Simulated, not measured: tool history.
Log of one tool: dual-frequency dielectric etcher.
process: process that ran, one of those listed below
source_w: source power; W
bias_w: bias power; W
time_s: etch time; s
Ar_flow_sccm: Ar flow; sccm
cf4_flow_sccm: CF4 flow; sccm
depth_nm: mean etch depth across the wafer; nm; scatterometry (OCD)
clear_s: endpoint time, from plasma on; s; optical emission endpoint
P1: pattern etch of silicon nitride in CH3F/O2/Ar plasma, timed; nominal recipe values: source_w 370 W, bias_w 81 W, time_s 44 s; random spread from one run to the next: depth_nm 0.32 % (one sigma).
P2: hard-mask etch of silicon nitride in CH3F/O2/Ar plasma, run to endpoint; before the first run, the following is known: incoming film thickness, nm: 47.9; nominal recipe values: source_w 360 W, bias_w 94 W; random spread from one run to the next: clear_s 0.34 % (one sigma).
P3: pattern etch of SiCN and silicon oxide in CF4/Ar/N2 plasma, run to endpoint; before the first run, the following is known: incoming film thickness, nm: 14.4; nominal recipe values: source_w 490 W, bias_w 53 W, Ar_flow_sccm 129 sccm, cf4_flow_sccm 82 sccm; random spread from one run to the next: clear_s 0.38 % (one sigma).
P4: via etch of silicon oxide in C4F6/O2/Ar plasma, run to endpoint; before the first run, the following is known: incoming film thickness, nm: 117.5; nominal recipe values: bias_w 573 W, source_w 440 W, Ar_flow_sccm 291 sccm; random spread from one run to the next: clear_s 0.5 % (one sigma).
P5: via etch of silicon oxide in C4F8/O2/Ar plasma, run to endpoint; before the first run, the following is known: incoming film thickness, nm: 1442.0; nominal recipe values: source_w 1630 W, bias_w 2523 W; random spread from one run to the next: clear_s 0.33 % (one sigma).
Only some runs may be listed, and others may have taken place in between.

run	hour	process	source_w	bias_w	time_s	Ar_flow_sccm	cf4_flow_sccm	depth_nm	clear_s
1	15.9	P1	370	81	44			30.488	
2	30.1	P2	360	94					65.105
3	39.7	P1	370	61	32.5			20.434	
4	47.6	P4	440	573		384			24.477
5	63	P3	300	53		129	82		27.348
6	73	P1	370	81	44			30.399	
7	81.9	P3	490	53		129	82		17.578
8	92.4	P1	370	81	61.5			42.729	
9	103.7	P2	360	128					57.801
10	110.7	P5	1010	2523					353.7
11	119.9	P5	1630	3451					265.98
12	133	P1	370	53	44			26.429	
13	142.4	P1	490	81	44			34.029	
14	153.4	P1	300	81	44			28.079	
15	160.7	P5	1630	2523					292.18
16	167.9	P3	490	53		129	82		17.606
17	182.1	P4	440	573		291			23.568
18	192.7	P3	490	53		129	65		18.28
19	203	P4	600	573		291			21.122
20	211.4	P3	490	34		129	82		20.222
21	219.4	P2	230	94					76.729
22	234.5	P5	1630	2523					292.54
23	246.9	P1	370	81	29.5			20.464	
24	260.1	P1	370	81	44			30.654	
25	276	P3	490	53		76	82		16.367
26	285.1	P1	370	81	44			30.51	
27	296.8	P4	440	755		291			21.38
28	303.8	P1	480	98	44			36.002	
29	312.1	P1	370	98	44			32.45	
30	319.8	P1	370	81	44			30.562	
31	334.3	P1	370	81	44			30.366	
32	341.4	P1	370	81	44			30.186	
33	356.8	P1	370	81	44			30.102	
34	366.4	P1	370	81	44			29.907	
# hour 366.6: wet clean of the chamber
35	382.5	P1	370	81	44			30.028	
36	392.5	P1	370	81	44			29.789	
37	406	P1	370	81	44			29.838	
38	417.5	P1	370	81	44			30.031	
39	430.9	P1	370	81	44			29.92	

What P1 gives has crept away from where it was. These 2 causes fit the log equally well, each at the size given:
A: bias power that arrives under what is set, % = 4.47
B: source power that arrives under what is set, % = 4.19
The creep began at about hour 319.8.
Every other cause this tool's parts could produce, and why it does not fit the log:
chamber walls in a state that lowers the etch rate, %: maintenance at hour 366.6, after the shift began, did not return the process to its former output

Below are 4 check runs, each averaged over 2 wafers, with their results shown as question marks. Which of them would give clearly different results depending on which cause is behind the drift?
check 1	444.3	P3	320	46		129	82		?
check 2	444.3	P4	440	754		343			?
check 3	444.3	P2	260	119					?
check 4	444.3	P5	1210	2904					?

How each check would come out, cause by cause:
check	result	if A	if B
check 1	clear_s	27.397	28.052
check 2	clear_s	22.094	22.041
check 3	clear_s	68.307	68.17
check 4	clear_s	319.47	320.11
How far apart the two closest causes lie, in the result that separates them most: check 1 2.36 %; check 2 0.24 %; check 3 0.2 %; check 4 0.2 %
Only in check 1 would the causes give clearly different results; in the remaining checks their results would be nearly the same.

Here is what check 1 returned: clear_s 27.292 s. Which cause is it?

It is A: bias power that arrives under what is set, %.
